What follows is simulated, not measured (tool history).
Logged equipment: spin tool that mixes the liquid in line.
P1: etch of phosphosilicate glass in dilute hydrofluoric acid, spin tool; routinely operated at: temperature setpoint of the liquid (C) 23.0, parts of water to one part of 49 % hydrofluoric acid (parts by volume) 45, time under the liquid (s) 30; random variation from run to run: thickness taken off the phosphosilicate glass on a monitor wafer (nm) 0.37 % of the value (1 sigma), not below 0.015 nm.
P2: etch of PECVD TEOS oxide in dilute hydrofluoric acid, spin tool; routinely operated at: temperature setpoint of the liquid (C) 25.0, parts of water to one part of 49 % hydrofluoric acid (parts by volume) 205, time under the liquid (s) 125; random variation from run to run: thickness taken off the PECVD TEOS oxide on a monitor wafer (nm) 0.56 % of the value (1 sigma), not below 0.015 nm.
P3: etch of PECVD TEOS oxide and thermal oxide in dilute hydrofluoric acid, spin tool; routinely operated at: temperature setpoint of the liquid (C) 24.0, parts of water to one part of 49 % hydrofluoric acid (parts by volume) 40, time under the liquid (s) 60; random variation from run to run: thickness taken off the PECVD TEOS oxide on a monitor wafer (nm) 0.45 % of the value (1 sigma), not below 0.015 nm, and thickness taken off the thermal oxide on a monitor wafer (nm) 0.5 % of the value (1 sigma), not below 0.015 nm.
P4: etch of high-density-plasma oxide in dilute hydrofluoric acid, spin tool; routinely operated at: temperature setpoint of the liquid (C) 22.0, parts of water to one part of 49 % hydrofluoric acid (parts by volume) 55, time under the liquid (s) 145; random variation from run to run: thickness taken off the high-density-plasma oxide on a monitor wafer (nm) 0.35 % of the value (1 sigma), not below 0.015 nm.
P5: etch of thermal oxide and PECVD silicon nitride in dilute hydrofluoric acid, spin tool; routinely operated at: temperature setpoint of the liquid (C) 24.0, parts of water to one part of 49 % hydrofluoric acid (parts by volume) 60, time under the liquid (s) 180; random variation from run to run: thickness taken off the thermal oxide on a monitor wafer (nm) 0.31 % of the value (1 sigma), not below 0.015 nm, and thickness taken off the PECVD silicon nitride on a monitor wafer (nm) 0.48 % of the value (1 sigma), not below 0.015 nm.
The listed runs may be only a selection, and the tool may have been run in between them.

run   hour  process that ran  temperature setpoint of the liquid (C)  parts of water to one part of 49 % hydrofluoric acid (parts by volume)  time under the liquid (s)  hours since the thermometer was replaced  hours since the hydrofluoric acid flow meter was replaced  thickness taken off the phosphosilicate glass on a monitor wafer (nm)  thickness taken off the high-density-plasma oxide on a monitor wafer (nm)  thickness taken off the PECVD TEOS oxide on a monitor wafer (nm)  thickness taken off the thermal oxide on a monitor wafer (nm)  thickness taken off the PECVD silicon nitride on a monitor wafer (nm)
  1   11.6                P1                                    23.0                                                                      45                         30                                     207.6                                                      180.3                                                                134.630
  2   27.7                P1                                    23.0                                                                      45                         15                                     223.7                                                      196.4                                                                 67.399
  3   40.4                P4                                    22.0                                                                      55                        145                                     236.4                                                      209.1                                                                                                                                            16.359
      49.2  -- thermometer replaced
  4   54.6                P1                                    23.0                                                                      60                         55                                       5.5                                                      223.3                                                                182.630
  5   63.3                P2                                    25.0                                                                      70                        125                                      14.2                                                      232.0                                                                                                                                                                                                             21.6460
  6   81.7                P3                                    24.0                                                                      20                         60                                      32.6                                                      250.4                                                                                                                                                                                                             70.9710                                                        15.7130
      87.6  -- hydrofluoric acid flow meter replaced
  7   90.1                P4                                    22.0                                                                      55                        145                                      41.0                                                        2.5                                                                                                                                            16.326
  8   98.8                P1                                    17.0                                                                      25                         30                                      49.7                                                       11.2                                                                192.830
  9  115.3                P3                                    24.0                                                                      40                         60                                      66.2                                                       27.7                                                                                                                                                                                                             34.2950                                                         7.6445
 10  125.0                P1                                    17.5                                                                      60                         30                                      75.9                                                       37.4                                                                 78.347
 11  140.5                P2                                    25.0                                                                     205                        125                                      91.4                                                       52.9                                                                                                                                                                                                              6.3011
 12  155.7                P1                                    23.0                                                                      45                         30                                     106.6                                                       68.1                                                                134.980
 13  165.5                P4                                    22.0                                                                      55                        235                                     116.4                                                       77.9                                                                                                                                            26.335
 14  176.9                P5                                    29.5                                                                      60                        180                                     127.8                                                       89.3                                                                                                                                                                                                                                                                            18.6100                                                                 7.5752
 15  189.4                P2                                    25.0                                                                     205                        125                                     140.3                                                      101.8                                                                                                                                                                                                              6.3037
 16  203.4                P5                                    24.0                                                                      60                        180                                     154.3                                                      115.8                                                                                                                                                                                                                                                                            14.9300                                                                 5.2899
 17  215.9                P5                                    24.0                                                                      35                        180                                     166.8                                                      128.3                                                                                                                                                                                                                                                                            26.3070                                                                 8.9154
 18  232.5                P5                                    24.0                                                                      60                         65                                     183.4                                                      144.9                                                                                                                                                                                                                                                                             5.3605                                                                 1.9175
 19  245.7                P2                                    18.0                                                                     205                        125                                     196.6                                                      158.1                                                                                                                                                                                                              4.7391
 20  260.8                P5                                    24.0                                                                      60                        180                                     211.7                                                      173.2                                                                                                                                                                                                                                                                            14.8620                                                                 5.2579
 21  274.4                P4                                    22.0                                                                      20                        145                                     225.3                                                      186.8                                                                                                                                            46.783
 22  287.3                P2                                    25.0                                                                     205                        235                                     238.2                                                      199.7                                                                                                                                                                                                             11.8820
 23  297.8                P1                                    23.0                                                                      45                         30                                     248.7                                                      210.2                                                                134.600
 24  312.4                P3                                    28.5                                                                      40                         60                                     263.3                                                      224.8                                                                                                                                                                                                             41.1070                                                         9.2867
 25  326.9                P1                                    23.0                                                                      25                         30                                     277.8                                                      239.3                                                                248.790
 26  335.5                P1                                    23.0                                                                      45                         55                                     286.4                                                      247.9                                                                246.000
 27  347.3                P1                                    23.0                                                                      65                         30                                     298.2                                                      259.7                                                                 91.230
 28  355.6                P3                                    24.0                                                                      40                         60                                     306.5                                                      268.0                                                                                                                                                                                                             34.0810                                                         7.6966
 29  367.4                P1                                    23.0                                                                      45                         30                                     318.3                                                      279.8                                                                134.950
 30  377.3                P4                                    25.5                                                                      55                        145                                     328.2                                                      289.7                                                                                                                                            18.651
 31  388.6                P3                                    24.0                                                                      40                        110                                     339.5                                                      301.0                                                                                                                                                                                                             62.4350                                                        14.1180
 32  399.4                P1                                    17.0                                                                      45                         30                                     350.3                                                      311.8                                                                104.400
 33  413.3                P1                                    30.0                                                                      45                         30                                     364.2                                                      325.7                                                                179.510
 34  423.5                P1                                    23.0                                                                      45                         30                                     374.4                                                      335.9                                                                134.260
 35  441.2                P1                                    23.0                                                                      45                         30                                     392.1                                                      353.6                                                                140.040
 36  458.3                P1                                    23.0                                                                      45                         30                                     409.2                                                      370.7                                                                141.710
 37  469.1                P1                                    23.0                                                                      45                         30                                     420.0                                                      381.5                                                                142.000
 38  479.9                P1                                    23.0                                                                      45                         30                                     430.8                                                      392.3                                                                142.700
 39  489.7                P1                                    23.0                                                                      45                         30                                     440.6                                                      402.1                                                                143.800
 40  507.1                P1                                    23.0                                                                      45                         30                                     458.0                                                      419.5                                                                144.830
 41  520.4                P1                                    23.0                                                                      45                         30                                     471.3                                                      432.8                                                                143.920
 42  528.4                P1                                    23.0                                                                      45                         30                                     479.3                                                      440.8                                                                144.140
 43  541.1                P1                                    23.0                                                                      45                         30                                     492.0                                                      453.5                                                                144.630
 44  558.9                P1                                    23.0                                                                      45                         30                                     509.8                                                      471.3                                                                143.940

Something has made what P1 gives creep away from where it was; the 2 causes below, each at its own stated size, fit the log equally well:
A: liquid hotter than its thermometer reads (K) = 1.73
B: hydrofluoric acid flow above the setpoint (%) = 6.98
Onset of the creep was near hour 423.5.

Which of the 4 check runs listed below separates the causes, so that each cause would produce a clearly different result? Each run uses one wafer, and its results are marked with question marks.
check 1  576.7                P3                                    24.0                                                                      20                        110                                                                                                                                                                                                                                                                                                                        ?                                                              ?
check 2  576.7                P5                                    29.5                                                                      40                        180                                                                                                                                                                                                                                                                                                                                                                                       ?                                                                      ?
check 3  576.7                P4                                    22.0                                                                      25                        235                                                                                                                                                                                                                                                      ?
check 4  576.7                P2                                    25.0                                                                      90                        215                                                                                                                                                                                                                                                                                                                        ?

What each check would give under each cause:
  check                                                                     result      if A      if B
check 1           thickness taken off the PECVD TEOS oxide on a monitor wafer (nm)  138.5400  138.0400
check 1              thickness taken off the thermal oxide on a monitor wafer (nm)   31.0670   30.9550
check 2              thickness taken off the thermal oxide on a monitor wafer (nm)   30.7100   30.8070
check 2      thickness taken off the PECVD silicon nitride on a monitor wafer (nm)   12.6130   12.0490
check 3  thickness taken off the high-density-plasma oxide on a monitor wafer (nm)    64.988    64.741
check 4           thickness taken off the PECVD TEOS oxide on a monitor wafer (nm)   30.0460   30.2590
Gap, in per cent, between the two causes that each check separates least, read from the result that separates them most: check 1 0.36 %; check 2 4.57 %; check 3 0.38 %; check 4 0.71 %
Only in check 2 would the causes give clearly different results; in the remaining checks their results would be nearly the same.

Running check 2 produced the following: thickness taken off the thermal oxide on a monitor wafer (nm) 30.8230; thickness taken off the PECVD silicon nitride on a monitor wafer (nm) 11.9840. Which one of the listed causes fits?

Of the candidate causes, it is B: hydrofluoric acid flow above the setpoint (%).
